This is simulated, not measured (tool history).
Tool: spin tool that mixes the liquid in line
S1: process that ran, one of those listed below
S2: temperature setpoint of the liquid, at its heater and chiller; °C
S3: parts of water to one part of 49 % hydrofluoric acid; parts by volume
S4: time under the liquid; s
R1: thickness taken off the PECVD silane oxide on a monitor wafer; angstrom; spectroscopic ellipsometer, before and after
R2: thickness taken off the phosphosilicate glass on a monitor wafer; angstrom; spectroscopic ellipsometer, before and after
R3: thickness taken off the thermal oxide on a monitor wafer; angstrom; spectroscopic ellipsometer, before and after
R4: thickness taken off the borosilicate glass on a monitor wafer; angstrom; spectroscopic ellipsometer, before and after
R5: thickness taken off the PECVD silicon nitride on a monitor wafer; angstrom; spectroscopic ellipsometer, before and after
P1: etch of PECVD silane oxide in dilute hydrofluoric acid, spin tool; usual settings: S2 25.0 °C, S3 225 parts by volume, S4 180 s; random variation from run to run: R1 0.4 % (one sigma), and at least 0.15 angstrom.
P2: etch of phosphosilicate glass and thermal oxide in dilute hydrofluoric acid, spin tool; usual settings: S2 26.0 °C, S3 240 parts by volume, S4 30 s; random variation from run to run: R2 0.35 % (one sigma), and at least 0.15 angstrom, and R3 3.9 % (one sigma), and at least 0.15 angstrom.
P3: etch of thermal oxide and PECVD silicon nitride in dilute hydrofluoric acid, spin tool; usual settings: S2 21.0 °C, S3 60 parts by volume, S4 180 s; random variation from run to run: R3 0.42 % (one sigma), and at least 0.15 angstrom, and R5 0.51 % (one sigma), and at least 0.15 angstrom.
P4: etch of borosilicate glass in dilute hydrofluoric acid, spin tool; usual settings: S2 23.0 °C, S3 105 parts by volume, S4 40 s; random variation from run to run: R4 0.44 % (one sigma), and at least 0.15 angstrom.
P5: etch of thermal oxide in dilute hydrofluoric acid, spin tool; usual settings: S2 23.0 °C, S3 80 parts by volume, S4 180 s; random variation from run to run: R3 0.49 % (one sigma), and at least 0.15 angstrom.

| run | hour | S1 | S2 | S3 | S4 | R1 | R2 | R3 | R4 | R5 |
|---|---|---|---|---|---|---|---|---|---|---|
| 1 | 7.5 | P1 | 25.0 | 225 | 180 | 108.920 |  |  |  |  |
| 2 | 13.8 | P2 | 31.0 | 240 | 30 |  | 191.480 | 6.6775 |  |  |
| 3 | 20.7 | P4 | 23.0 | 35 | 40 |  |  |  | 405.49 |  |
| 4 | 25.0 | P1 | 25.0 | 225 | 180 | 109.110 |  |  |  |  |
| 5 | 32.9 | P5 | 23.0 | 140 | 180 |  |  | 56.4010 |  |  |
| 6 | 40.7 | P3 | 21.0 | 25 | 180 |  |  | 336.2000 |  | 98.970 |
| 7 | 48.8 | P3 | 21.0 | 60 | 180 |  |  | 132.9700 |  | 41.662 |
| 8 | 52.6 | P4 | 23.0 | 105 | 75 |  |  |  | 234.11 |  |
| 9 | 56.6 | P1 | 19.0 | 395 | 180 | 42.599 |  |  |  |  |
| 10 | 64.5 | P1 | 18.0 | 225 | 180 | 83.552 |  |  |  |  |
| 11 | 70.9 | P2 | 26.0 | 400 | 30 |  | 82.614 | 3.0803 |  |  |
| 12 | 75.5 | P1 | 25.0 | 70 | 180 | 420.740 |  |  |  |  |
| 13 | 79.2 | P1 | 25.0 | 225 | 180 | 108.750 |  |  |  |  |
| 14 | 86.5 | P1 | 25.0 | 225 | 285 | 171.860 |  |  |  |  |
| 15 | 93.4 | P1 | 19.0 | 225 | 310 | 151.260 |  |  |  |  |
| 16 | 100.5 | P2 | 26.0 | 240 | 50 |  | 271.980 | 9.1877 |  |  |
| 17 | 107.6 | P3 | 17.0 | 60 | 180 |  |  | 112.4200 |  | 32.169 |
| 18 | 115.0 | P1 | 25.0 | 400 | 180 | 51.564 |  |  |  |  |
| 19 | 120.3 | P4 | 23.0 | 105 | 40 |  |  |  | 123.74 |  |
| 20 | 124.4 | P5 | 23.0 | 80 | 180 |  |  | 106.6700 |  |  |
| 21 | 130.3 | P3 | 21.0 | 60 | 315 |  |  | 230.7600 |  | 72.499 |
| 22 | 136.3 | P5 | 26.5 | 80 | 180 |  |  | 121.5000 |  |  |
| 23 | 140.7 | P2 | 26.0 | 240 | 30 |  | 162.930 | 5.8146 |  |  |
| 24 | 145.6 | P5 | 23.0 | 80 | 265 |  |  | 156.7300 |  |  |
| 25 | 151.7 | P4 | 17.5 | 105 | 40 |  |  |  | 98.88 |  |
| 26 | 158.9 | P1 | 29.0 | 225 | 180 | 125.110 |  |  |  |  |
| 27 | 163.9 | P1 | 25.0 | 225 | 180 | 109.660 |  |  |  |  |
| 28 | 172.1 | P1 | 25.0 | 225 | 40 | 24.453 |  |  |  |  |
| 29 | 178.0 | P2 | 26.0 | 240 | 30 |  | 161.430 | 5.9294 |  |  |
| 30 | 183.3 | P5 | 23.0 | 80 | 180 |  |  | 106.3900 |  |  |
| 31 | 187.3 | P3 | 21.0 | 60 | 180 |  |  | 132.6300 |  | 41.754 |
| 32 | 193.6 | P1 | 25.0 | 225 | 180 | 109.450 |  |  |  |  |
| 33 | 201.2 | P1 | 19.5 | 365 | 180 | 48.250 |  |  |  |  |
| 34 | 207.2 | P1 | 25.0 | 225 | 180 | 108.220 |  |  |  |  |
| 35 | 211.2 | P1 | 25.0 | 225 | 180 | 109.720 |  |  |  |  |
| 36 | 217.1 | P1 | 25.0 | 225 | 180 | 111.250 |  |  |  |  |
| 37 | 221.1 | P1 | 25.0 | 225 | 180 | 112.470 |  |  |  |  |
| 38 | 228.3 | P1 | 25.0 | 225 | 180 | 113.120 |  |  |  |  |
| 39 | 232.9 | P1 | 25.0 | 225 | 180 | 113.370 |  |  |  |  |
| 40 | 241.0 | P1 | 25.0 | 225 | 180 | 113.710 |  |  |  |  |
| 41 | 245.6 | P1 | 25.0 | 225 | 180 | 114.370 |  |  |  |  |
| 42 | 251.2 | P1 | 25.0 | 225 | 180 | 113.700 |  |  |  |  |
| 43 | 256.5 | P1 | 25.0 | 225 | 180 | 113.980 |  |  |  |  |
| 44 | 263.5 | P1 | 25.0 | 225 | 180 | 114.170 |  |  |  |  |
| 45 | 271.6 | P1 | 25.0 | 225 | 180 | 114.690 |  |  |  |  |

What P1 gives has crept away from where it was. These 2 causes fit the log equally well, each at the size given:
A: liquid hotter than its thermometer reads (K) = 1.37
B: hydrofluoric acid flow above the setpoint (%) = 4.02
The creep began at about hour 207.2.

4 check runs are offered, one wafer each, their results left as question marks. Which one tells the causes apart?
| check 1 | 279.7 | P5 | 23.0 | 80 | 180 |  |  | ? |  |  |
| check 2 | 279.7 | P4 | 23.0 | 105 | 40 |  |  |  | ? |  |
| check 3 | 279.7 | P2 | 26.0 | 240 | 30 |  | ? | ? |  |  |
| check 4 | 279.7 | P3 | 21.0 | 60 | 180 |  |  | ? |  | ? |

What each check would give under each cause:
| check | result | if A | if B |
|---|---|---|---|
| check 1 | R3 | 112.1100 | 110.7700 |
| check 2 | R4 | 130.68 | 129.38 |
| check 3 | R2 | 170.040 | 170.320 |
| check 3 | R3 | 5.9701 | 5.9800 |
| check 4 | R3 | 140.7800 | 138.7200 |
| check 4 | R5 | 46.049 | 43.581 |
How far apart the two closest causes lie, in the result that separates them most: check 1 1.2 %; check 2 1 %; check 3 0.17 %; check 4 5.51 %
Only check 4 tells the causes apart: in the others they would give nearly the same result.

Then check 4 was run and gave: R3 140.7500 angstrom; R5 46.475 angstrom. Which cause is it?

It is A: liquid hotter than its thermometer reads (K).
